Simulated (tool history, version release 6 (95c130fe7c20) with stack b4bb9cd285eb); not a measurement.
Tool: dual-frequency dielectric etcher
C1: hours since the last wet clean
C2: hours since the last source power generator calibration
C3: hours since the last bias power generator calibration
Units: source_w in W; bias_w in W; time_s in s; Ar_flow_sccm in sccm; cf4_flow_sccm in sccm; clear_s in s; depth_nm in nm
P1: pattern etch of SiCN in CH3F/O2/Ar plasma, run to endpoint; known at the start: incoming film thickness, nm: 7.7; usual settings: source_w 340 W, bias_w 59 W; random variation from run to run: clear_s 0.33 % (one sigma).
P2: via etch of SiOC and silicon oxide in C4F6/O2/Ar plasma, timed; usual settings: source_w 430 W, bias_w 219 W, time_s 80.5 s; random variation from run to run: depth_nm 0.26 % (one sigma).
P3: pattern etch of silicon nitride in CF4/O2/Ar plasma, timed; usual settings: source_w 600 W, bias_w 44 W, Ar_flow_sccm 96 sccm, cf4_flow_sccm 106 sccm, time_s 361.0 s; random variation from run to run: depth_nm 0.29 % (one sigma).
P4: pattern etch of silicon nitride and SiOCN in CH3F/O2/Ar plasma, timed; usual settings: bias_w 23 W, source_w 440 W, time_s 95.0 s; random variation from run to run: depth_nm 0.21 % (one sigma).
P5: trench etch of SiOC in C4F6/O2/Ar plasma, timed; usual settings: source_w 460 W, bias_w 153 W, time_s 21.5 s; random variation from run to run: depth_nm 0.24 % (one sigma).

run 1 hour=5.8 | process=P1 source_w=340 bias_w=59 | C1=130.9 C2=1501.0 C3=788.0 | clear_s=23.060
run 2 hour=12.2 | process=P2 source_w=430 bias_w=294 time_s=80.5 | C1=137.3 C2=1507.4 C3=794.4 | depth_nm=110.5900
run 3 hour=19.4 | process=P3 source_w=600 bias_w=44 time_s=361.0 Ar_flow_sccm=96 cf4_flow_sccm=128 | C1=144.5 C2=1514.6 C3=801.6 | depth_nm=809.1400
run 4 hour=28.9 | process=P1 source_w=240 bias_w=71 | C1=154.0 C2=1524.1 C3=811.1 | clear_s=24.659
run 5 hour=33.9 | process=P5 source_w=460 bias_w=198 time_s=21.5 | C1=159.0 C2=1529.1 C3=816.1 | depth_nm=48.9950
run 6 hour=41.2 | process=P4 source_w=340 bias_w=23 time_s=95.0 | C1=166.3 C2=1536.4 C3=823.4 | depth_nm=12.1070
run 7 hour=47.2 | process=P3 source_w=600 bias_w=44 time_s=361.0 Ar_flow_sccm=96 cf4_flow_sccm=106 | C1=172.3 C2=1542.4 C3=829.4 | depth_nm=793.2200
run 8 hour=51.7 | process=P1 source_w=340 bias_w=59 | C1=176.8 C2=1546.9 C3=833.9 | clear_s=22.835
run 9 hour=58.6 | process=P4 source_w=440 bias_w=23 time_s=69.0 | C1=183.7 C2=1553.8 C3=840.8 | depth_nm=9.5919
run 10 hour=67.4 | process=P3 source_w=600 bias_w=28 time_s=361.0 Ar_flow_sccm=96 cf4_flow_sccm=106 | C1=192.5 C2=1562.6 C3=849.6 | depth_nm=680.0700
run 11 hour=76.2 | process=P2 source_w=430 bias_w=219 time_s=80.5 | C1=201.3 C2=1571.4 C3=858.4 | depth_nm=100.1900
run 12 hour=82.7 | process=P1 source_w=340 bias_w=59 | C1=207.8 C2=1577.9 C3=864.9 | clear_s=22.919
-- hour=83.8 wet clean of the chamber
run 13 hour=87.2 | process=P5 source_w=460 bias_w=153 time_s=12.0 | C1=3.4 C2=1582.4 C3=869.4 | depth_nm=25.1890
run 14 hour=93.5 | process=P5 source_w=460 bias_w=153 time_s=21.5 | C1=9.7 C2=1588.7 C3=875.7 | depth_nm=45.1810
run 15 hour=98.4 | process=P5 source_w=660 bias_w=153 time_s=21.5 | C1=14.6 C2=1593.6 C3=880.6 | depth_nm=52.0050
run 16 hour=102.6 | process=P2 source_w=430 bias_w=219 time_s=80.5 | C1=18.8 C2=1597.8 C3=884.8 | depth_nm=100.1700
run 17 hour=111.9 | process=P3 source_w=770 bias_w=44 time_s=361.0 Ar_flow_sccm=96 cf4_flow_sccm=106 | C1=28.1 C2=1607.1 C3=894.1 | depth_nm=988.8800
run 18 hour=118.1 | process=P2 source_w=430 bias_w=219 time_s=44.5 | C1=34.3 C2=1613.3 C3=900.3 | depth_nm=55.2640
run 19 hour=126.3 | process=P1 source_w=260 bias_w=59 | C1=42.5 C2=1621.5 C3=908.5 | clear_s=25.430

Run 20 comes next. What will it give?
run 20 hour=135.4 | process=P1 source_w=340 bias_w=80 | C1=51.6 C2=1630.6 C3=917.6 | clear_s=?

Run 20 gave clear_s 20.648 s.
